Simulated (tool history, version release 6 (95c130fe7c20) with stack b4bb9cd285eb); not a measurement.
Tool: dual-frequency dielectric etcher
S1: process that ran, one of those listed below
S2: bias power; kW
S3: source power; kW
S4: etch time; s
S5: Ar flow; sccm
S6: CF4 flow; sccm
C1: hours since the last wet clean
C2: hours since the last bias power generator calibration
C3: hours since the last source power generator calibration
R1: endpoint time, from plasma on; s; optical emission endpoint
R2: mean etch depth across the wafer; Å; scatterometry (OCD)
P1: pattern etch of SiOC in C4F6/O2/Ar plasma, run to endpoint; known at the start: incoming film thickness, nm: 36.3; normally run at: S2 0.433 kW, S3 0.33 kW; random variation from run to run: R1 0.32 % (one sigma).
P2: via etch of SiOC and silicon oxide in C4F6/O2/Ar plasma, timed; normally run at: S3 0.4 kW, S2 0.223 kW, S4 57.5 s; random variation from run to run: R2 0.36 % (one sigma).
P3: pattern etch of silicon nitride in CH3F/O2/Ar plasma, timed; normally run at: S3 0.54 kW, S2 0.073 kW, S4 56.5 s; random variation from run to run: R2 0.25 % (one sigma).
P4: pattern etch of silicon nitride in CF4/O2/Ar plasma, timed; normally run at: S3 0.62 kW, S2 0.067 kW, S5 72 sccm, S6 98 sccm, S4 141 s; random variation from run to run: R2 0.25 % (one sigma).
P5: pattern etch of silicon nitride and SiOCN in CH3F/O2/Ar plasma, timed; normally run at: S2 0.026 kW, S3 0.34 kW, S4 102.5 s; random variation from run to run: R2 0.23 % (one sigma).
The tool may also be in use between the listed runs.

run   hour  S1     S2    S3     S4  S5   S6     C1     C2      C3      R1      R2
  1    7.2  P1  0.433  0.33                  261.9  478.4  1484.5  13.774
  2   11.7  P2  0.223   0.4   57.5           266.4  482.9    1489          707.97
  3   18.6  P1  0.299  0.41                  273.3  489.8  1495.9  14.547
  4   25.6  P1  0.433  0.33                  280.3  496.8  1502.9  13.834
  5   33.2  P4  0.067  0.62    141  72   98  287.9  504.4  1510.5          3782.6
  6   40.1  P4  0.067  0.62    141  72   98  294.8  511.3  1517.4            3782
  7   44.3  P2  0.304   0.4   57.5             299  515.5  1521.6          793.54
  8   49.9  P1  0.433  0.33                  304.6  521.1  1527.2  13.829
  9   55.8  P4  0.067  0.62   77.5  72   98  310.5    527  1533.1          2079.4
 10   62.7  P4   0.08  0.62    141  72   98  317.4  533.9    1540            4064
 11   68.2  P1  0.433  0.33                  322.9  539.4  1545.5  13.775
 12   75.8  P3  0.073  0.54   56.5           330.5    547  1553.1          429.62
 13   80.8  P5  0.026   0.4  102.5           335.5    552  1558.1          151.98
 14   86.4  P1  0.433  0.26                  341.1  557.6  1563.7  15.104
 15   91.6  P3  0.092  0.54   56.5           346.3  562.8  1568.9          467.21
 16   95.8  P3  0.073  0.38   56.5           350.5    567  1573.1          377.24
 17  103.1  P5  0.035  0.34  102.5           357.8  574.3  1580.4          165.44
 18  107.4  P5  0.026  0.34  102.5           362.1  578.6  1584.7          144.18
 19  114.9  P4  0.067  0.82    141  72   98  369.6  586.1  1592.2          4836.5
 20  120.7  P1  0.515  0.26                  375.4  591.9    1598  14.093
 21  127.2  P1  0.433  0.41                  381.9  598.4  1604.5  12.726
 22  132.3  P1  0.433  0.33                    387  603.5  1609.6  13.786
 23  136.6  P1  0.596  0.33                  391.3  607.8  1613.9  12.209
 24  143.1  P1  0.433  0.33                  397.8  614.3  1620.4  13.825
 25  150.6  P1  0.326  0.43                  405.3  621.8  1627.9  13.873
 26  158.2  P1  0.433  0.33                  412.9  629.4  1635.5  13.773
 27  164.1  P3  0.073  0.54   72.5           418.8  635.3  1641.4          553.33
 28  168.3  P4  0.067  0.62    141  94   98    423  639.5  1645.6          3670.7
 29  175.3  P5  0.026  0.34   68.5             430  646.5  1652.6          96.294
 30  180.2  P1  0.335  0.33                  434.9  651.4  1657.5  15.171
 31  185.7  P2  0.223  0.53   57.5           440.4  656.9    1663          795.39
 32  190.5  P2  0.223   0.4   84.5           445.2  661.7  1667.8          1039.5
 33  194.6  P4  0.067  0.62    141  72  128  449.3  665.8  1671.9          3886.1
 34  199.9  P1  0.433  0.33                  454.6  671.1  1677.2  13.832
 35  206.7  P1  0.433  0.33                  461.4  677.9    1684  13.964

The next listed run, before its measurement:
 36  212.5  P1  0.433  0.33              467.2  683.7  1689.8   ?

R1: 13.944 s
